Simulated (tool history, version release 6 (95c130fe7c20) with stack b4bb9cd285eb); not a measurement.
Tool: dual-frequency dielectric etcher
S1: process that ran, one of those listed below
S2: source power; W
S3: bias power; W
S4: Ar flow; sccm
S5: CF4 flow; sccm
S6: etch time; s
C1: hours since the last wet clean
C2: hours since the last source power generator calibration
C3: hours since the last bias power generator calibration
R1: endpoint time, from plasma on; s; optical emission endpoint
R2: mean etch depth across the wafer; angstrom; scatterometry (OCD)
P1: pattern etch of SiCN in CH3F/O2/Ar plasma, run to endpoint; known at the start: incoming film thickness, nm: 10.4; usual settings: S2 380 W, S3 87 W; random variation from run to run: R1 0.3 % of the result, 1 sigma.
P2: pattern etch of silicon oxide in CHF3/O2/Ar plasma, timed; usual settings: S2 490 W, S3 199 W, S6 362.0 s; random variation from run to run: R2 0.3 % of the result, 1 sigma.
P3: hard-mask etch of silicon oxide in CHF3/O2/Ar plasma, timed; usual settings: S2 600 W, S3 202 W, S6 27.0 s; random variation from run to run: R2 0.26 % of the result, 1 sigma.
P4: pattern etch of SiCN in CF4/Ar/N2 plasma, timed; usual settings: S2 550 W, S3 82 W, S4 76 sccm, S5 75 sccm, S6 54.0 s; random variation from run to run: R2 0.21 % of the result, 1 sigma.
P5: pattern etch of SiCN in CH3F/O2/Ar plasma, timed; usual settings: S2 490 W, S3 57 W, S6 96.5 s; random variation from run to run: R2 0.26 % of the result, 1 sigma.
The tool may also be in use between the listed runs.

| run | hour | S1 | S2 | S3 | S4 | S5 | S6 | C1 | C2 | C3 | R1 | R2 |
|---|---|---|---|---|---|---|---|---|---|---|---|---|
| 1 | 5.6 | P1 | 380 | 87 |  |  |  | 185.1 | 1413.7 | 1013.4 | 25.737 |  |
| 2 | 11.0 | P1 | 280 | 64 |  |  |  | 190.5 | 1419.1 | 1018.8 | 32.425 |  |
| 3 | 20.1 | P4 | 550 | 108 | 76 | 75 | 54.0 | 199.6 | 1428.2 | 1027.9 |  | 669.01 |
| 4 | 25.8 | P4 | 550 | 82 | 76 | 75 | 54.0 | 205.3 | 1433.9 | 1033.6 |  | 607.36 |
| 5 | 31.7 | P2 | 490 | 199 |  |  | 199.0 | 211.2 | 1439.8 | 1039.5 |  | 3649.50 |
| 6 | 38.2 | P4 | 550 | 82 | 76 | 101 | 54.0 | 217.7 | 1446.3 | 1046.0 |  | 627.92 |
| 7 | 47.2 | P2 | 490 | 199 |  |  | 362.0 | 226.7 | 1455.3 | 1055.0 |  | 6676.00 |
| 8 | 55.5 | P3 | 600 | 165 |  |  | 27.0 | 235.0 | 1463.6 | 1063.3 |  | 509.97 |
| 9 | 64.2 | P5 | 490 | 57 |  |  | 96.5 | 243.7 | 1472.3 | 1072.0 |  | 368.54 |
| 10 | 71.6 | P5 | 650 | 57 |  |  | 96.5 | 251.1 | 1479.7 | 1079.4 |  | 408.13 |
| 11 | 80.6 | P1 | 380 | 87 |  |  |  | 260.1 | 1488.7 | 1088.4 | 25.782 |  |
| 12 | 88.4 | P3 | 460 | 202 |  |  | 27.0 | 267.9 | 1496.5 | 1096.2 |  | 494.03 |
| 13 | 93.9 | P4 | 550 | 82 | 76 | 75 | 81.0 | 273.4 | 1502.0 | 1101.7 |  | 910.03 |
| 14 | 102.6 | P3 | 600 | 202 |  |  | 27.0 | 282.1 | 1510.7 | 1110.4 |  | 546.39 |
| 15 | 108.1 | P1 | 280 | 87 |  |  |  | 287.6 | 1516.2 | 1115.9 | 28.855 |  |
|  | 109.8 | bias power generator calibrated |
| 16 | 116.4 | P1 | 380 | 64 |  |  |  | 295.9 | 1524.5 | 6.6 | 28.740 |  |
| 17 | 123.0 | P2 | 490 | 241 |  |  | 362.0 | 302.5 | 1531.1 | 13.2 |  | 7144.40 |
| 18 | 129.2 | P1 | 380 | 110 |  |  |  | 308.7 | 1537.3 | 19.4 | 23.483 |  |
| 19 | 135.5 | P1 | 380 | 87 |  |  |  | 315.0 | 1543.6 | 25.7 | 25.838 |  |
| 20 | 142.1 | P1 | 280 | 64 |  |  |  | 321.6 | 1550.2 | 32.3 | 32.180 |  |
| 21 | 151.1 | P5 | 490 | 57 |  |  | 143.5 | 330.6 | 1559.2 | 41.3 |  | 543.22 |
| 22 | 160.2 | P3 | 600 | 202 |  |  | 37.5 | 339.7 | 1568.3 | 50.4 |  | 756.96 |
| 23 | 168.8 | P5 | 490 | 34 |  |  | 96.5 | 348.3 | 1576.9 | 59.0 |  | 312.49 |
|  | 174.5 | source power generator calibrated |
| 24 | 177.8 | P1 | 380 | 87 |  |  |  | 357.3 | 3.3 | 68.0 | 25.762 |  |
| 25 | 185.2 | P5 | 490 | 57 |  |  | 96.5 | 364.7 | 10.7 | 75.4 |  | 365.49 |
| 26 | 190.3 | P1 | 480 | 87 |  |  |  | 369.8 | 15.8 | 80.5 | 23.753 |  |
| 27 | 195.9 | P2 | 640 | 199 |  |  | 362.0 | 375.4 | 21.4 | 86.1 |  | 7378.60 |
| 28 | 204.8 | P4 | 780 | 82 | 76 | 75 | 54.0 | 384.3 | 30.3 | 95.0 |  | 822.93 |
| 29 | 212.2 | P4 | 550 | 82 | 97 | 75 | 54.0 | 391.7 | 37.7 | 102.4 |  | 585.84 |
| 30 | 216.8 | P1 | 380 | 87 |  |  |  | 396.3 | 42.3 | 107.0 | 25.813 |  |
| 31 | 225.7 | P1 | 380 | 87 |  |  |  | 405.2 | 51.2 | 115.9 | 25.898 |  |
| 32 | 232.7 | P1 | 380 | 87 |  |  |  | 412.2 | 58.2 | 122.9 | 25.914 |  |
| 33 | 237.8 | P1 | 380 | 87 |  |  |  | 417.3 | 63.3 | 128.0 | 26.016 |  |
| 34 | 246.9 | P1 | 380 | 87 |  |  |  | 426.4 | 72.4 | 137.1 | 25.995 |  |
| 35 | 256.2 | P1 | 380 | 87 |  |  |  | 435.7 | 81.7 | 146.4 | 26.312 |  |
| 36 | 263.1 | P1 | 380 | 87 |  |  |  | 442.6 | 88.6 | 153.3 | 26.129 |  |
| 37 | 267.3 | P1 | 380 | 87 |  |  |  | 446.8 | 92.8 | 157.5 | 26.277 |  |
|  | 268.3 | wet clean of the chamber |
| 38 | 276.4 | P1 | 380 | 87 |  |  |  | 8.2 | 101.9 | 166.6 | 26.108 |  |
| 39 | 282.3 | P1 | 380 | 87 |  |  |  | 14.1 | 107.8 | 172.5 | 26.098 |  |
| 40 | 291.5 | P1 | 380 | 87 |  |  |  | 23.3 | 117.0 | 181.7 | 26.201 |  |

What P1 gives has crept away from where it was. These 2 causes fit the log equally well, each at the size given:
A: source power that arrives under what is set, % = 4.02
B: bias power that arrives under what is set, % = 4.06
The creep began at about hour 216.8.
Why every other cause is out:
chamber walls in a state that lowers the etch rate, %: serviced at hour 268.3, which brought nothing back

4 check runs are offered, one wafer each, their results left as question marks. Which one tells the causes apart?
| check 1 | 300.7 | P4 | 550 | 82 | 76 | 75 | 54.0 |  |  |  |  | ? |
| check 2 | 300.7 | P2 | 490 | 199 |  |  | 362.0 |  |  |  |  | ? |
| check 3 | 300.7 | P3 | 600 | 202 |  |  | 27.0 |  |  |  |  | ? |
| check 4 | 300.7 | P5 | 490 | 57 |  |  | 96.5 |  |  |  |  | ? |

What each check would give under each cause:
| check | result | if A | if B |
|---|---|---|---|
| check 1 | R2 | 585.56 | 598.83 |
| check 2 | R2 | 6582.30 | 6590.10 |
| check 3 | R2 | 538.44 | 539.19 |
| check 4 | R2 | 361.24 | 362.03 |
How far apart the two closest causes lie, in the result that separates them most: check 1 2.24 %; check 2 0.12 %; check 3 0.14 %; check 4 0.22 %
Only check 1 tells the causes apart: in the others they would give nearly the same result.

Then check 1 was run and gave: R2 597.54 angstrom. Which cause is it?

It is B: bias power that arrives under what is set, %.
